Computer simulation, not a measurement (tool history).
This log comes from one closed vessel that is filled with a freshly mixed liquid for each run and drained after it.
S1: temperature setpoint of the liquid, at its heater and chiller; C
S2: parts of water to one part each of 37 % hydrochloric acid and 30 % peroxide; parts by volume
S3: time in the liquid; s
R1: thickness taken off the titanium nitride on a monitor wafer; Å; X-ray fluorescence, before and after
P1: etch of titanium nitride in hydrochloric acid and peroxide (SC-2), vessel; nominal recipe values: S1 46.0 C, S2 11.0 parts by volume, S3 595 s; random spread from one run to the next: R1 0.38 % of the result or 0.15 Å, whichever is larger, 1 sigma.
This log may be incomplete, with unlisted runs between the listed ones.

Run 1, hour 4.5: S1 46.0 C, S2 11.0 parts by volume, S3 595 s. Result: R1 59.6200 Å.
Run 2, hour 11.8: S1 46.0 C, S2 11.0 parts by volume, S3 595 s. Result: R1 59.7800 Å.
Run 3, hour 17.0: S1 61.0 C, S2 14.5 parts by volume, S3 595 s. Result: R1 125.1300 Å.
Run 4, hour 24.5: S1 35.0 C, S2 11.0 parts by volume, S3 595 s. Result: R1 27.0890 Å.
Run 5, hour 30.3: S1 46.0 C, S2 17.5 parts by volume, S3 595 s. Result: R1 39.6630 Å.
Run 6, hour 35.4: S1 59.5 C, S2 5.0 parts by volume, S3 595 s. Result: R1 268.3900 Å.
Run 7, hour 43.7: S1 59.0 C, S2 11.0 parts by volume, S3 595 s. Result: R1 140.5100 Å.
Run 8, hour 50.5: S1 46.0 C, S2 11.0 parts by volume, S3 595 s. Result: R1 59.5660 Å.
Run 9, hour 56.1: S1 46.0 C, S2 4.0 parts by volume, S3 595 s. Result: R1 129.3800 Å.
Run 10, hour 62.0: S1 46.0 C, S2 11.0 parts by volume, S3 595 s. Result: R1 59.7780 Å.
Run 11, hour 71.1: S1 46.0 C, S2 11.0 parts by volume, S3 1015 s. Result: R1 102.0500 Å.
Run 12, hour 78.7: S1 46.0 C, S2 11.0 parts by volume, S3 50 s. Result: R1 5.3468 Å.
Run 13, hour 83.4: S1 46.0 C, S2 11.0 parts by volume, S3 595 s. Result: R1 59.2250 Å.
Run 14, hour 91.0: S1 46.0 C, S2 11.0 parts by volume, S3 595 s. Result: R1 61.2940 Å.
Run 15, hour 98.9: S1 46.0 C, S2 11.0 parts by volume, S3 595 s. Result: R1 62.3410 Å.
Run 16, hour 107.2: S1 46.0 C, S2 11.0 parts by volume, S3 595 s. Result: R1 62.7730 Å.
Run 17, hour 116.4: S1 46.0 C, S2 11.0 parts by volume, S3 595 s. Result: R1 63.5990 Å.
Run 18, hour 122.5: S1 46.0 C, S2 11.0 parts by volume, S3 595 s. Result: R1 63.9290 Å.
Run 19, hour 129.4: S1 46.0 C, S2 11.0 parts by volume, S3 595 s. Result: R1 63.7800 Å.
Run 20, hour 134.2: S1 46.0 C, S2 11.0 parts by volume, S3 595 s. Result: R1 64.2130 Å.
Run 21, hour 142.4: S1 46.0 C, S2 11.0 parts by volume, S3 595 s. Result: R1 64.4810 Å.
Run 22, hour 147.3: S1 46.0 C, S2 11.0 parts by volume, S3 595 s. Result: R1 64.3930 Å.
Run 23, hour 154.9: S1 46.0 C, S2 11.0 parts by volume, S3 595 s. Result: R1 64.8210 Å.
Run 24, hour 159.4: S1 46.0 C, S2 11.0 parts by volume, S3 595 s. Result: R1 64.4470 Å.

The log shows P1 creeping away from where it was. Any of the 2 causes listed here, at the size stated for it, fits the log just as well as the others:
A: liquid hotter than its thermometer reads (K) = 1.11
B: chemicals flow above the setpoint (%) = 9.36
The onset of the drift is placed at about hour 83.4.
Why every other cause is out:
peroxide weaker than its label (%): cannot exceed 8; that much would move R1 by -7.4 %, which falls short of the creep or goes against it

Which of the 4 check runs listed below, each an average over 2 wafers with its results shown as question marks, gives clearly different results under the different listed causes?
Run check 1, hour 163.9: S1 46.0 C, S2 16.0 parts by volume, S3 595 s. Result: R1 ?.
Run check 2, hour 163.9: S1 35.0 C, S2 11.0 parts by volume, S3 100 s. Result: R1 ?.
Run check 3, hour 163.9: S1 35.0 C, S2 11.0 parts by volume, S3 65 s. Result: R1 ?.
Run check 4, hour 163.9: S1 35.0 C, S2 4.0 parts by volume, S3 595 s. Result: R1 ?.

What each check would give under each cause:
  check  result     if A     if B
check 1      R1  46.5420  46.7050
check 2      R1   4.9983   4.9686
check 3      R1   3.2489   3.2296
check 4      R1  64.4360  63.0080
Per-check spread between the two closest causes, in the result where they differ most: check 1 0.35 %; check 2 0.6 %; check 3 0.6 %; check 4 2.24 %
The causes can be told apart only by check 4. The other checks would give nearly the same results under each of them.

Running check 4 produced the following: R1 62.8110 Å. Which one of the listed causes fits?

It was cause B: chemicals flow above the setpoint (%).
